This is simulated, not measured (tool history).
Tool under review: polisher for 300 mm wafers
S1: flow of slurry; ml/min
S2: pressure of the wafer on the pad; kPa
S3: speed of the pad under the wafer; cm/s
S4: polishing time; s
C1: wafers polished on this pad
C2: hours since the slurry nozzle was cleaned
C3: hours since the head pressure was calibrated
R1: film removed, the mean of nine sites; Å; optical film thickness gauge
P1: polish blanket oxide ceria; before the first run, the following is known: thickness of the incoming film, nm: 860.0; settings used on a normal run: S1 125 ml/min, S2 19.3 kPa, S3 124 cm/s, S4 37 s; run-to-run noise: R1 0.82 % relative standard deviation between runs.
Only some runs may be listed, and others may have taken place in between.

run	hour	S1	S2	S3	S4	C1	C2	C3	R1
1	10.7	125	19.3	124	37	430	189.8	208.7	2114.7
2	16.8	160	19.3	56	37	474	195.9	214.8	1011
3	26.4	125	24.8	124	37	544	205.5	224.4	2770.4
4	37.7	125	19.3	124	37	626	216.8	235.7	2118
5	46.5	125	19.3	124	18	690	225.6	244.5	1037.6
6	57.5	185	19.3	124	37	769	236.6	255.5	2270.4
7	69.1	75	19.3	124	37	853	248.2	267.1	1886.1
8	80.3	125	19.3	124	37	934	259.4	278.3	2131.8
9	91.7	125	19.3	124	54	1017	270.8	289.7	3096.2
10	98	125	19.3	124	37	1063	277.1	296	2146.5
11	109.1	125	19.3	124	37	1143	288.2	307.1	2139.7
12	116.5	125	12.4	124	37	1197	295.6	314.5	1366.7
13	125.5	125	19.3	196	37	1262	304.6	323.5	3362.6
14	130.9	125	19.3	56	37	1301	310	328.9	953.87
15	137.2	195	19.3	124	24	1347	316.3	335.2	1490.9
16	142.8	125	19.3	124	37	1387	321.9	340.8	2150.8
17	153.8	125	19.3	124	37	1467	332.9	351.8	2031.6
18	162	125	19.3	124	37	1526	341.1	360	2026.2
# hour 165.5: head pressure recalibrated
19	167.3	125	19.3	124	37	1565	346.4	1.8	1980.1
20	174.8	125	19.3	124	37	1619	353.9	9.3	1941
21	183.5	125	19.3	124	37	1682	362.6	18	1941
22	192.9	125	19.3	124	37	1750	372	27.4	1916.9
23	199.1	125	19.3	124	37	1795	378.2	33.6	1934.2
24	206.3	125	19.3	124	37	1847	385.4	40.8	1954.6

P1 has crept away from where it was. The log is fitted equally well by each of these 2 causes, at the sizes shown:
A: slurry flow missing at the pad, % = 33.3
B: removal rate lost through wear of the pad, % = 9.51
At approximately hour 142.8, the process output began to creep.
Each remaining cause and why it is not a fit:
head's pressure below its setpoint, %: was serviced at hour 165.5, once the creep was under way, yet the earlier output never came back

The list below offers 4 check runs, each averaging the results of 5 wafers, and shows each result as a question mark. For which of them would the listed causes give clearly different results?
check 1	213.5	125	19.3	194	37				?
check 2	213.5	125	23.4	124	37				?
check 3	213.5	95	19.3	124	37				?
check 4	213.5	125	23.4	64	37				?

Expected result of each check under each candidate cause:
check	result	if A	if B
check 1	R1	3017.4	3016.7
check 2	R1	2341.9	2341.4
check 3	R1	1762.2	1809.4
check 4	R1	1208.7	1208.5
Per check, the gap between the least separated pair of causes, taken in the result that splits them most: check 1 0.02 %; check 2 0.02 %; check 3 2.64 %; check 4 0.02 %
Only in check 3 would the causes give clearly different results; in the remaining checks their results would be nearly the same.

With check 3 done, the readings were: R1 1753.9 Å. Identify which of the listed causes applies.

The cause is A: slurry flow missing at the pad, %.

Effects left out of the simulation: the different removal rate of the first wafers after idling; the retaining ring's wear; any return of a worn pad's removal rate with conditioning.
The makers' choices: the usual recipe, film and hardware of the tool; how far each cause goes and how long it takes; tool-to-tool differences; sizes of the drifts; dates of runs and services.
